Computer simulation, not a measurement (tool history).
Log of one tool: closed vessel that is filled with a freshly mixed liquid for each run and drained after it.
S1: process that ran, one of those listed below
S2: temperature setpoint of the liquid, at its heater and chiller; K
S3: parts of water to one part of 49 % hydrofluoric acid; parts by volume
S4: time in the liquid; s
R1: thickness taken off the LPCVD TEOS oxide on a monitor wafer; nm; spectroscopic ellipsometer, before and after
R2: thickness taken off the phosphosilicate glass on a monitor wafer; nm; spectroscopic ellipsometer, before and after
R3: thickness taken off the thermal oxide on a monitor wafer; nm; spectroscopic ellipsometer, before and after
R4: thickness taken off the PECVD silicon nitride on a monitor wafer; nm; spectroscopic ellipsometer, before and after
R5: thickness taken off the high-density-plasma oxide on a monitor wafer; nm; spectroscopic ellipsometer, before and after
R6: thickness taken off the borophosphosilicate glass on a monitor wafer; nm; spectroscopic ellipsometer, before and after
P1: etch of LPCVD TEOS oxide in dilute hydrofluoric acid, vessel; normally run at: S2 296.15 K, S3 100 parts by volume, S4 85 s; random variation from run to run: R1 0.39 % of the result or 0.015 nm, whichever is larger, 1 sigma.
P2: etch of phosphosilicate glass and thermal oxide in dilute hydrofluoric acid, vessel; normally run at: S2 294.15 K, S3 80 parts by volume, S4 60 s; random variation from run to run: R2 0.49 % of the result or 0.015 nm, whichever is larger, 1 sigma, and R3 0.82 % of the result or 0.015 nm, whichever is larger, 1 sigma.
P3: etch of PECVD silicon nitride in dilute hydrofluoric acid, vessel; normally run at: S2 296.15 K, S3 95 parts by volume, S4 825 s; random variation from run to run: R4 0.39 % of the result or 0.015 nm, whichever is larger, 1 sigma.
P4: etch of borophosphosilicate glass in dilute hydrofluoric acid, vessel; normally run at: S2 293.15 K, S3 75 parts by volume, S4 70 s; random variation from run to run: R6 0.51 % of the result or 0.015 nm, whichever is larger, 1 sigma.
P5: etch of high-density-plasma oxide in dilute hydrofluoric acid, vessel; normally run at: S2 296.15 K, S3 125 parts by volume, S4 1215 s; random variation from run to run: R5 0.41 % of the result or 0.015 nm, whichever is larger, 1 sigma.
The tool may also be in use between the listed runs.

run,hour,S1,S2,S3,S4,R1,R2,R3,R4,R5,R6
1,3.1,P1,296.15,100,85,26.7690,,,,,
2,6.6,P2,290.15,80,60,,78.464,2.8055,,,
3,9.2,P3,296.15,95,1510,,,,33.027,,
4,13.8,P1,296.15,30,85,97.1680,,,,,
5,18.4,P1,296.15,100,30,9.4131,,,,,
6,23.0,P1,296.15,100,85,26.5440,,,,,
7,26.7,P1,304.65,100,85,36.7750,,,,,
8,30.8,P5,296.15,125,1215,,,,,59.130,
9,35.6,P3,296.15,20,825,,,,81.969,,
10,38.9,P2,294.15,20,60,,398.090,14.3850,,,
11,41.2,P4,293.15,75,30,,,,,,13.526
12,44.5,P5,296.15,50,1215,,,,,162.380,
13,49.4,P4,293.15,140,70,,,,,,15.865
14,53.5,P3,296.15,95,825,,,,18.044,,
15,57.6,P1,296.15,100,85,26.6840,,,,,
16,62.6,P2,294.15,80,60,,92.455,3.3263,,,
17,67.4,P1,290.15,100,155,38.2170,,,,,
18,69.8,P1,296.15,100,165,52.0870,,,,,
19,74.4,P2,294.15,80,105,,160.940,5.7824,,,
20,78.6,P1,296.15,100,85,26.8340,,,,,
21,82.4,P4,299.65,75,70,,,,,,41.029
22,87.1,P3,291.15,95,825,,,,12.904,,
23,91.8,P5,296.15,125,2420,,,,,116.600,
24,94.6,P1,296.15,150,85,16.7800,,,,,
25,99.7,P1,290.15,100,85,20.8640,,,,,
26,104.4,P4,293.15,75,70,,,,,,31.956
27,109.3,P5,292.65,125,1215,,,,,50.772,
28,114.3,P5,296.15,125,1215,,,,,59.097,
29,118.0,P1,296.15,100,85,26.7100,,,,,
30,122.9,P1,296.15,100,85,27.3620,,,,,
31,125.6,P1,296.15,100,85,27.6230,,,,,
32,130.0,P1,296.15,100,85,27.7360,,,,,
33,133.1,P1,296.15,100,85,27.7830,,,,,
34,137.0,P1,296.15,100,85,28.0460,,,,,
35,139.4,P1,296.15,100,85,28.0750,,,,,
36,142.1,P1,296.15,100,85,28.3410,,,,,
37,146.0,P1,296.15,100,85,28.1370,,,,,
38,150.9,P1,296.15,100,85,28.2510,,,,,
39,153.8,P1,296.15,100,85,28.4620,,,,,
40,157.9,P1,296.15,100,85,28.2280,,,,,

What P1 gives has crept away from where it was. These 2 causes fit the log equally well, each at the size given:
A: hydrofluoric acid flow above the setpoint (%) = 5.18
B: liquid hotter than its thermometer reads (K) = 1.43
The creep began at about hour 118.0.

4 check runs are offered, one wafer each, their results left as question marks. Which one tells the causes apart?
check 1,162.0,P3,291.65,30,825,,,,?,,
check 2,162.0,P5,296.15,125,1880,,,,,?,
check 3,162.0,P4,298.15,135,70,,,,,,?
check 4,162.0,P2,294.15,20,60,,?,?,,,

What each check would give under each cause:
check,result,if A,if B
check 1,R4,42.682,44.971
check 2,R5,96.583,96.400
check 3,R6,21.296,21.207
check 4,R2,420.810,425.010
check 4,R3,15.2120,15.3630
How far apart the two closest causes lie, in the result that separates them most: check 1 5.22 %; check 2 0.19 %; check 3 0.42 %; check 4 0.99 %
Check 1 tells the causes apart: in the others they would give nearly the same result.

Check 1 was then run and gave: R4 42.559 nm. Which cause is it?

It is A: hydrofluoric acid flow above the setpoint (%).
